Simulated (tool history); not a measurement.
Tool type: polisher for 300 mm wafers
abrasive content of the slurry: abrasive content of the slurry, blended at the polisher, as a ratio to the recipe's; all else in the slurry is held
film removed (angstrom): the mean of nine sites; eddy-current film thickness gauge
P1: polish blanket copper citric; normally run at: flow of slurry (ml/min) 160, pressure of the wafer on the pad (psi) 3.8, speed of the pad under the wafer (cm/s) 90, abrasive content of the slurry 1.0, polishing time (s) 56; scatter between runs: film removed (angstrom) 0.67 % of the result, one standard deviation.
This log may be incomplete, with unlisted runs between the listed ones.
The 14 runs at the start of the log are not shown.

run,hour,flow of slurry (ml/min),pressure of the wafer on the pad (psi),speed of the pad under the wafer (cm/s),abrasive content of the slurry,polishing time (s),wafers polished on this pad,hours since the slurry nozzle was cleaned,hours since the head pressure was calibrated,hours since the slurry blender was calibrated,film removed (angstrom)
15,190.3,160,3.8,90,1.0,56,2061,309.5,865.3,133.1,1511.90
16,203.3,160,3.8,90,1.0,56,2186,322.5,878.3,146.1,1527.90
17,220.2,160,3.8,90,1.0,56,2348,339.4,895.2,163.0,1528.80
18,232.7,160,1.9,126,1.0,56,2469,351.9,907.7,175.5,1073.40
19,243.3,235,3.8,90,1.0,56,2571,362.5,918.3,186.1,1604.50
20,253.0,160,3.8,90,1.0,56,2664,372.2,928.0,195.8,1528.10
21,268.7,160,3.8,90,1.0,56,2815,387.9,943.7,211.5,1496.70
22,287.3,160,3.8,90,1.0,56,2994,406.5,962.3,230.1,1461.80
23,298.2,160,3.8,90,1.0,56,3099,417.4,973.2,241.0,1446.40
# hour 317.0: head pressure recalibrated
24,317.3,160,3.8,90,1.0,56,3283,436.5,0.3,260.1,1431.10
25,329.9,160,3.8,90,1.0,56,3404,449.1,12.9,272.7,1417.70
# hour 333.4: slurry blender recalibrated
26,343.7,160,3.8,90,1.0,56,3537,462.9,26.7,10.4,1414.70
27,359.7,160,3.8,90,1.0,56,3691,478.9,42.7,26.4,1414.40
28,377.9,160,3.8,90,1.0,56,3866,497.1,60.9,44.6,1411.50

Predict the results of run 29:
29,389.2,160,3.8,90,1.0,56,3974,508.4,72.2,55.9,?

{"run 29": {"film removed (angstrom)": 1409.3}}

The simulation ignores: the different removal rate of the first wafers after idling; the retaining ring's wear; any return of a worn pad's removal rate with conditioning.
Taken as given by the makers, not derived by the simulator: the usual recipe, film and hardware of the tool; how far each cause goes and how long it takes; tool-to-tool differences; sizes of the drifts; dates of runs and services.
